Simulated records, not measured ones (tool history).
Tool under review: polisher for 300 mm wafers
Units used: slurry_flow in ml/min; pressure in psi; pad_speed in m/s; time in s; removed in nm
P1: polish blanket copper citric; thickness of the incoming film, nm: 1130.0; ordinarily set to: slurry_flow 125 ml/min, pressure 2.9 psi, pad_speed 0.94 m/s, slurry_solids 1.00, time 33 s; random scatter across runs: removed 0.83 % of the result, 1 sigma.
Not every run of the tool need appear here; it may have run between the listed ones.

| run | hour | slurry_flow | pressure | pad_speed | slurry_solids | time | wafers polished on this pad | hours since the slurry nozzle was cleaned | hours since the head pressure was calibrated | hours since the slurry blender was calibrated | removed |
|---|---|---|---|---|---|---|---|---|---|---|---|
| 1 | 11.7 | 125 | 2.9 | 0.94 | 1.00 | 33 | 575 | 205.1 | 676.5 | 291.6 | 60.284 |
| 2 | 20.5 | 125 | 2.9 | 0.94 | 0.55 | 33 | 677 | 213.9 | 685.3 | 300.4 | 51.927 |
|  | 32.3 | head pressure recalibrated |
| 3 | 32.4 | 125 | 2.9 | 1.46 | 1.00 | 33 | 814 | 225.8 | 0.2 | 312.3 | 91.136 |
| 4 | 42.5 | 125 | 2.9 | 0.94 | 1.00 | 33 | 931 | 235.9 | 10.3 | 322.4 | 59.450 |
|  | 46.4 | slurry nozzle cleaned |
| 5 | 53.8 | 75 | 2.9 | 0.94 | 1.00 | 33 | 1061 | 7.4 | 21.6 | 333.7 | 51.983 |
| 6 | 65.7 | 190 | 2.9 | 0.94 | 1.00 | 33 | 1199 | 19.3 | 33.5 | 345.6 | 63.286 |
| 7 | 78.8 | 125 | 2.9 | 0.94 | 1.00 | 33 | 1350 | 32.4 | 46.6 | 358.7 | 59.040 |
| 8 | 89.4 | 185 | 2.9 | 1.38 | 1.00 | 33 | 1472 | 43.0 | 57.2 | 369.3 | 91.690 |
| 9 | 99.5 | 125 | 2.9 | 0.60 | 1.00 | 33 | 1589 | 53.1 | 67.3 | 379.4 | 38.169 |
| 10 | 106.3 | 125 | 2.9 | 0.94 | 1.00 | 33 | 1668 | 59.9 | 74.1 | 386.2 | 60.153 |
| 11 | 119.5 | 125 | 4.3 | 0.94 | 1.00 | 33 | 1820 | 73.1 | 87.3 | 399.4 | 86.623 |
| 12 | 128.8 | 125 | 2.9 | 0.94 | 1.00 | 43 | 1927 | 82.4 | 96.6 | 408.7 | 77.722 |
|  | 138.6 | worn pad replaced by a new one |
| 13 | 139.6 | 125 | 1.6 | 0.94 | 1.00 | 33 | 12 | 93.2 | 107.4 | 419.5 | 33.438 |
| 14 | 146.9 | 125 | 2.9 | 0.94 | 1.00 | 21 | 96 | 100.5 | 114.7 | 426.8 | 38.231 |
| 15 | 154.9 | 125 | 2.9 | 0.94 | 1.00 | 33 | 188 | 108.5 | 122.7 | 434.8 | 59.557 |
| 16 | 167.3 | 125 | 2.9 | 0.56 | 1.00 | 46 | 332 | 120.9 | 135.1 | 447.2 | 49.879 |
| 17 | 179.9 | 125 | 2.9 | 0.66 | 1.00 | 21 | 477 | 133.5 | 147.7 | 459.8 | 26.377 |
| 18 | 186.9 | 125 | 2.9 | 0.94 | 1.40 | 33 | 558 | 140.5 | 154.7 | 466.8 | 64.378 |

Forecast run 19:
| 19 | 196.9 | 125 | 2.9 | 0.94 | 1.00 | 33 | 673 | 150.5 | 164.7 | 476.8 | ? |

{"run 19": {"removed": 59.175}}

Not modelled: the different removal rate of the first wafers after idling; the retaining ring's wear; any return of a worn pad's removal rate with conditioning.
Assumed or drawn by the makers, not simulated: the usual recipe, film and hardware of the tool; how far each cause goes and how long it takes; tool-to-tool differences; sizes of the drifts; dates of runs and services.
